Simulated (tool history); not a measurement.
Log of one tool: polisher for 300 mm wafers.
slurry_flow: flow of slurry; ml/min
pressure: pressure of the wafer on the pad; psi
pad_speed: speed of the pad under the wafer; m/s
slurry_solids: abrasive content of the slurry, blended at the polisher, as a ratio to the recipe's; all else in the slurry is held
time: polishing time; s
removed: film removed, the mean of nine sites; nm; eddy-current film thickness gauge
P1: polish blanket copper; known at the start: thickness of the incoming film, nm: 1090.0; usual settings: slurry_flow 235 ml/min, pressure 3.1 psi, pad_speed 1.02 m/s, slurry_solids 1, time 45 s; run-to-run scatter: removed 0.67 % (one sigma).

| run | hour | slurry_flow | pressure | pad_speed | slurry_solids | time | wafers polished on this pad | hours since the slurry nozzle was cleaned | hours since the head pressure was calibrated | hours since the slurry blender was calibrated | removed |
|---|---|---|---|---|---|---|---|---|---|---|---|
| 1 | 8.6 | 235 | 3.1 | 1.02 | 1 | 45 | 495 | 138.4 | 674 | 128.4 | 160.6 |
| 2 | 15.1 | 140 | 3.1 | 1.02 | 1 | 45 | 547 | 144.9 | 680.5 | 134.9 | 149.5 |
| 3 | 22.7 | 235 | 3.1 | 1.02 | 1 | 45 | 606 | 152.5 | 688.1 | 142.5 | 159.14 |
| 4 | 32.4 | 235 | 3.1 | 1.02 | 1 | 24 | 683 | 162.2 | 697.8 | 152.2 | 86.154 |
| 5 | 40.3 | 360 | 3.1 | 1.02 | 1 | 45 | 745 | 170.1 | 705.7 | 160.1 | 166.4 |
| 6 | 45.1 | 235 | 3.1 | 1.5 | 1 | 45 | 782 | 174.9 | 710.5 | 164.9 | 236.13 |
| 7 | 51.2 | 235 | 3.1 | 1.02 | 1 | 45 | 830 | 181 | 716.6 | 171 | 160.41 |
| 8 | 58.2 | 235 | 3.1 | 1.02 | 1 | 68 | 885 | 188 | 723.6 | 178 | 244.67 |
|  | 58.8 | slurry blender recalibrated |
| 9 | 67.8 | 235 | 3.1 | 1.02 | 1.3 | 45 | 961 | 197.6 | 733.2 | 9.1 | 171.24 |
|  | 75 | head pressure recalibrated |
| 10 | 75.6 | 235 | 1.5 | 1.02 | 1 | 24 | 1022 | 205.4 | 0.7 | 16.9 | 41.37 |
| 11 | 83.2 | 235 | 3.1 | 1.02 | 1 | 45 | 1082 | 213 | 8.3 | 24.5 | 160.78 |
| 12 | 88.1 | 235 | 1.4 | 1.02 | 1 | 45 | 1120 | 217.9 | 13.2 | 29.4 | 72.027 |
| 13 | 94.7 | 235 | 4.2 | 1.02 | 1 | 45 | 1172 | 224.5 | 19.8 | 36 | 216.36 |
| 14 | 101.1 | 235 | 3.1 | 1.02 | 1 | 45 | 1222 | 230.9 | 26.2 | 42.4 | 159.03 |
| 15 | 110.4 | 235 | 3.1 | 1.02 | 1 | 45 | 1296 | 240.2 | 35.5 | 51.7 | 159.71 |
| 16 | 119.9 | 235 | 3.1 | 1.02 | 0.6 | 45 | 1370 | 249.7 | 45 | 61.2 | 144.73 |
| 17 | 128.1 | 235 | 3.1 | 0.46 | 1 | 45 | 1435 | 257.9 | 53.2 | 69.4 | 72.766 |
| 18 | 137.9 | 235 | 3.1 | 1.02 | 1 | 45 | 1512 | 267.7 | 63 | 79.2 | 161.58 |
| 19 | 145.7 | 235 | 3.1 | 1.02 | 1 | 45 | 1573 | 275.5 | 70.8 | 87 | 160.4 |
| 20 | 153.6 | 235 | 3.1 | 1.02 | 1 | 45 | 1635 | 283.4 | 78.7 | 94.9 | 158.74 |
| 21 | 160 | 235 | 3.1 | 1.02 | 1 | 45 | 1685 | 289.8 | 85.1 | 101.3 | 155.16 |
| 22 | 165.6 | 235 | 3.1 | 1.02 | 1 | 45 | 1729 | 295.4 | 90.7 | 106.9 | 153.34 |
| 23 | 170.5 | 235 | 3.1 | 1.02 | 1 | 45 | 1768 | 300.3 | 95.6 | 111.8 | 152.65 |
| 24 | 178.8 | 235 | 3.1 | 1.02 | 1 | 45 | 1833 | 308.6 | 103.9 | 120.1 | 149.82 |
|  | 181.2 | head pressure recalibrated |
| 25 | 183.5 | 235 | 3.1 | 1.02 | 1 | 45 | 1870 | 313.3 | 2.3 | 124.8 | 151.39 |
|  | 188 | worn pad replaced by a new one |
| 26 | 188 | 235 | 3.1 | 1.02 | 1 | 45 | 0 | 317.8 | 6.8 | 129.3 | 150.6 |
| 27 | 195.5 | 235 | 3.1 | 1.02 | 1 | 45 | 59 | 325.3 | 14.3 | 136.8 | 149.37 |
| 28 | 204.3 | 235 | 3.1 | 1.02 | 1 | 45 | 128 | 334.1 | 23.1 | 145.6 | 150.54 |

What P1 gives has crept away from where it was. These 2 causes fit the log equally well, each at the size given:
A: slurry flow missing at the pad, % = 37.7
B: abrasive missing from the slurry, % = 27.5
The creep began at about hour 145.7.
Why every other cause is out:
removal rate lost through wear of the pad, %: serviced at hour 188, which brought nothing back
head's pressure below its setpoint, %: serviced at hour 181.2, which brought nothing back

4 check runs are offered, each on 5 wafers whose results are averaged, their results left as question marks. Which one tells the causes apart?
| check 1 | 213.1 | 235 | 1.9 | 1.02 | 1 | 45 |  |  |  |  | ? |
| check 2 | 213.1 | 350 | 3.1 | 1.02 | 1 | 45 |  |  |  |  | ? |
| check 3 | 213.1 | 235 | 3.1 | 1.02 | 1 | 67 |  |  |  |  | ? |
| check 4 | 213.1 | 235 | 3.1 | 1.02 | 0.7 | 45 |  |  |  |  | ? |

What each check would give under each cause:
| check | result | if A | if B |
|---|---|---|---|
| check 1 | removed | 92.108 | 92.113 |
| check 2 | removed | 159.39 | 156.04 |
| check 3 | removed | 223.75 | 223.77 |
| check 4 | removed | 139.45 | 139.88 |
How far apart the two closest causes lie, in the result that separates them most: check 1 0.01 %; check 2 2.12 %; check 3 0.01 %; check 4 0.31 %
Check 2 tells the causes apart: in the others they would give nearly the same result.

Then check 2 was run and gave: removed 159.38 nm. Which cause is it?

It is A: slurry flow missing at the pad, %.
